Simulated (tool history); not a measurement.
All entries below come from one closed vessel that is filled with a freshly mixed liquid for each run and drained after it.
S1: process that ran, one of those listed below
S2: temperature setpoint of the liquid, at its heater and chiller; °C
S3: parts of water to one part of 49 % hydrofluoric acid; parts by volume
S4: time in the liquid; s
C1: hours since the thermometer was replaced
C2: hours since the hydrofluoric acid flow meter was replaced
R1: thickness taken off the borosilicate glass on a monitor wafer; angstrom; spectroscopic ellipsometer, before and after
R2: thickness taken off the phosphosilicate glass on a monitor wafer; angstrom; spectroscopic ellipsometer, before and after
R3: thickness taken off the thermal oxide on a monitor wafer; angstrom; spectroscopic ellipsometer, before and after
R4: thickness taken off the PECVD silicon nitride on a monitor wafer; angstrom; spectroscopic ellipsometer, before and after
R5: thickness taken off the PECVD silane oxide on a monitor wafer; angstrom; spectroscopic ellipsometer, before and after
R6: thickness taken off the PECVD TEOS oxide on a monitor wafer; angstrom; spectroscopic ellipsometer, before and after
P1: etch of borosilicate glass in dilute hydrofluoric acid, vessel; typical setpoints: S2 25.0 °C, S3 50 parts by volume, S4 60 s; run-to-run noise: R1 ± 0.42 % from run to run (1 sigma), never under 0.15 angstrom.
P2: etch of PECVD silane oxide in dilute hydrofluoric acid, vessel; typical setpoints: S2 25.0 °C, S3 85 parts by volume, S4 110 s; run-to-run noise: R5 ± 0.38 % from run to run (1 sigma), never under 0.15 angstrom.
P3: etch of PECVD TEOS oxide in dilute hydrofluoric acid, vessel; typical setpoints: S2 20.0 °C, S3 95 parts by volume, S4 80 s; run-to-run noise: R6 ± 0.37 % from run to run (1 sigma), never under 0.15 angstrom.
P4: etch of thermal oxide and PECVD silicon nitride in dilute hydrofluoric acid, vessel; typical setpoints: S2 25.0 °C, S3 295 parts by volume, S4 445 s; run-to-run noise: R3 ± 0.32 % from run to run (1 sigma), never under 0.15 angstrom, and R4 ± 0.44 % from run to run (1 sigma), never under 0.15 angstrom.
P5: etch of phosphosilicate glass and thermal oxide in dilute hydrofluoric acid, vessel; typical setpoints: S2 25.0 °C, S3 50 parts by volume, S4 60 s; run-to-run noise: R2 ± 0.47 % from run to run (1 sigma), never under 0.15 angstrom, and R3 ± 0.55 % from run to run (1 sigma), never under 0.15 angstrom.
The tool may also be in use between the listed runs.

run   hour  S1    S2   S3   S4      C1      C2      R1       R2       R3       R4       R5      R6
  1    4.2  P1  25.0   50   60  1670.2   814.3  230.06
  2   10.4  P5  25.0   50   60  1676.4   820.5           987.22   62.930
  3   18.4  P4  25.0  545  445  1684.4   828.5                    26.106   50.484
  4   25.9  P1  33.0   50   60  1691.9   836.0  314.45
  5   30.9  P2  25.0   85  110  1696.9   841.0                                     204.220
  6   34.8  P5  25.0   50   60  1700.8   844.9           987.22   63.188
  7   40.4  P3  27.5   95   80  1706.4   850.5                                              148.69
  8   44.4  P1  25.0   50   60  1710.4   854.5  229.00
  9   52.5  P1  25.0   50   60  1718.5   862.6  230.31
 10   58.8  P5  17.0   50   60  1724.8   868.9           704.70   45.215
 11   65.8  P3  20.0   40   80  1731.8   875.9                                              280.09
 12   73.1  P4  31.0  295  445  1739.1   883.2                    74.645  132.580
 13   79.2  P4  25.0  295  445  1745.2   889.3                    61.099   93.101
 14   86.4  P3  20.0   95   80  1752.4   896.5                                              111.01
 15   92.1  P1  25.0   50   60  1758.1   902.2  229.55
 16   95.6  P1  25.0   50   30  1761.6   905.7  114.02
 17  103.5  P1  25.0   75   60  1769.5   913.6  147.99
 18  108.1  P2  30.0   85  110  1774.1   918.2                                     248.920
 19  112.4  P4  25.0  295  445  1778.4   922.5                    61.267   93.333
 20  117.9  P2  25.0   85  110  1783.9   928.0                                     204.830
 21  124.6  P3  20.0   95  140  1790.6   934.7                                              193.37
 22  131.7  P4  25.0  295  700  1797.7   941.8                    96.044  145.450
 23  139.1  P3  20.0   95   80  1805.1   949.2                                              110.60
 24  145.1  P5  25.0   50  105  1811.1   955.2          1732.60  111.350
 25  149.6  P2  25.0  135  110  1815.6   959.7                                     121.100
 26  157.6  P5  25.0   20   60  1823.6   967.7          2576.40  164.020
 27  161.1  P1  29.0   20   60  1827.1   971.2  707.44
 28  165.4  P1  20.0   50   60  1831.4   975.5  186.99
 29  173.4  P1  25.0   50  120  1839.4   983.5  462.28
 30  178.7  P1  25.0   50   60  1844.7   988.8  229.97
 31  183.4  P1  25.0   20   60  1849.4   993.5  598.39
 32  190.1  P2  25.0   85   35  1856.1  1000.2                                      64.835
 33  197.8  P1  25.0   50   60  1863.8  1007.9  231.72
 34  205.7  P1  25.0   50   60  1871.7  1015.8  240.07
 35  211.5  P1  25.0   50   60  1877.5  1021.6  241.29
 36  215.5  P1  25.0   50   60  1881.5  1025.6  241.49
 37  219.2  P1  25.0   50   60  1885.2  1029.3  245.20
 38  226.7  P1  25.0   50   60  1892.7  1036.8  245.23
 39  232.7  P1  25.0   50   60  1898.7  1042.8  247.02
 40  239.7  P1  25.0   50   60  1905.7  1049.8  248.82
 41  244.6  P1  25.0   50   60  1910.6  1054.7  247.29
 42  248.2  P1  25.0   50   60  1914.2  1058.3  249.28

The output of P1 has drifted from where it used to be. Each of the 2 causes below, taken at the size shown beside it, accounts for the log equally well:
A: hydrofluoric acid flow above the setpoint (%) = 7.47
B: liquid hotter than its thermometer reads (K) = 1.9
Creep in the process output first set in at about hour 197.8.

4 check runs are offered, one wafer each, their results left as question marks. Which one tells the causes apart?
check 1  251.8  P5  25.0   50   60               ?   ?
check 2  251.8  P2  25.0   85  110                           ?
check 3  251.8  P4  25.0  295  445                   ?   ?
check 4  251.8  P3  20.0   95   80                               ?

What every check run would give for each of its results, assuming each possible cause in turn:
  check  result     if A     if B
check 1      R2  1068.80  1068.90
check 1      R3   68.325   68.333
check 2      R5  221.760  220.670
check 3      R3   66.969   65.114
check 3      R4   99.718  104.010
check 4      R6   119.70   119.48
Smallest distance between any two causes, each pair judged by its most separating result, in per cent: check 1 0.01 %; check 2 0.49 %; check 3 4.21 %; check 4 0.18 %
Of the check runs offered, only check 3 discriminates between the causes; the rest would read about the same regardless of which cause applies.

The results of check 3 are: R3 65.271 angstrom; R4 103.800 angstrom. Based on these, which of the listed causes is it?

It was cause B: liquid hotter than its thermometer reads (K).
